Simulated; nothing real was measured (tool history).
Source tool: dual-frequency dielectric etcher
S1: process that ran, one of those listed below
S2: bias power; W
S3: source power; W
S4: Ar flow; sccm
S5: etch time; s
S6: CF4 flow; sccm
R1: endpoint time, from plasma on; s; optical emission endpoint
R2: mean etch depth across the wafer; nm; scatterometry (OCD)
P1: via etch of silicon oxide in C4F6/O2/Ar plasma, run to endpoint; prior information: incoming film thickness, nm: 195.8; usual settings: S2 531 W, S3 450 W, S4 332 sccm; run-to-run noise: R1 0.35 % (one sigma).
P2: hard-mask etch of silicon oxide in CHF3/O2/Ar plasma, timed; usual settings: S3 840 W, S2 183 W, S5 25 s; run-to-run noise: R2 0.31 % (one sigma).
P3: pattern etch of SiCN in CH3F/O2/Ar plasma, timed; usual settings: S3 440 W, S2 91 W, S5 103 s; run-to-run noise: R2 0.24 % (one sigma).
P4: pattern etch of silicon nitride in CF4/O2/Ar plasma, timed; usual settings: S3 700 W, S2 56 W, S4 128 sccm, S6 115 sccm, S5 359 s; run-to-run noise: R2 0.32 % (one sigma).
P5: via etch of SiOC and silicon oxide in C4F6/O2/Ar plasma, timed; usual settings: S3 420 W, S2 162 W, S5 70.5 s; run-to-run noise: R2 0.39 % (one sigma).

run	day	S1	S2	S3	S4	S5	S6	R1	R2
1	0.467	P1	531	450	332			42.039	
2	0.892	P5	162	420		70.5			79.595
3	1.171	P1	708	450	396			38.357	
4	1.638	P2	217	840		25			60.209
5	2.012	P1	642	450	332			38.889	
6	2.367	P4	56	700	170	359	115		924.34
7	2.729	P5	162	340		70.5			73.545
8	3.221	P4	56	550	128	359	115		775.41
9	3.683	P1	531	300	332			48.566	
10	3.983	P1	428	450	332			45.406	
11	4.433	P1	531	450	332			41.877	
12	4.767	P1	531	450	224			40.174	
13	5.017	P4	75	700	128	359	115		1075.4
14	5.467	P4	56	700	128	197.5	115		525.35
15	5.733	P3	124	440		103			50.653
16	6.012	P1	531	450	420			43.065	
17	6.471	P1	531	600	332			37.721	
18	6.708	P2	183	1020		25			61.14
19	6.996	P1	531	450	332			42.008	
20	7.296	P3	91	440		132			57.591
21	7.696	P2	183	840		34			77.27
22	7.962	P5	96	420		70.5			68.393
23	8.292	P2	183	840		25			57.012
24	8.538	P3	91	330		103			40.398
25	8.946	P4	56	700	128	359	115		953.66
26	9.229	P3	91	440		103			44.92
27	9.658	P5	162	420		44			49.516
28	9.912	P5	162	420		70.5			79.756
29	10.358	P3	91	440		103			44.77
30	10.767	P1	531	450	332			42.039	
31	11.062	P4	56	700	128	359	74		906.56
32	11.471	P2	183	840		25			56.75
33	11.796	P1	531	450	332			41.849	
34	12.042	P1	531	450	332			42.031	
35	12.442	P1	531	450	332			41.997	
36	12.717	P1	531	450	332			42.02	
37	13.125	P1	531	450	332			42.621	
# day 13.358: wet clean of the chamber
38	13.404	P1	531	450	332			42.69	
39	13.746	P1	531	450	332			42.62	
40	14.175	P1	531	450	332			42.615	
41	14.596	P1	531	450	332			42.84	
42	14.912	P1	531	450	332			42.763	
43	15.308	P1	531	450	332			42.829	

What P1 gives has crept away from where it was. These 2 causes fit the log equally well, each at the size given:
A: bias power that arrives under what is set, % = 4.53
B: source power that arrives under what is set, % = 4.6
At approximately day 11.796, the process output began to creep.
What rules out each remaining cause:
chamber walls in a state that lowers the etch rate, %: serviced at day 13.358, after the drift had started, without restoring the earlier output
Ar flow that arrives over what is set, %: 8 at the very most, moving R1 by +0.9 %, which is either too weak or the wrong sign

Which of the 4 check runs listed below separates the causes, so that each cause would produce a clearly different result? Each run uses one wafer, and its results are marked with question marks.
check 1	15.704	P4	56	700	128	359	115		?
check 2	15.704	P5	162	420		70.5			?
check 3	15.704	P2	183	840		25			?
check 4	15.704	P3	91	440		103			?

Expected result of each check under each candidate cause:
check	result	if A	if B
check 1	R2	942.09	920.24
check 2	R2	78.468	78.162
check 3	R2	55.989	55.826
check 4	R2	44.158	44.137
Per check, the gap between the least separated pair of causes, taken in the result that splits them most: check 1 2.35 %; check 2 0.39 %; check 3 0.29 %; check 4 0.05 %
The other checks would show nearly matching results whichever cause is true, so check 1 is the only one that separates the causes.

With check 1 done, the readings were: R2 921.81 nm. Identify which of the listed causes applies.

The cause is B: source power that arrives under what is set, %.
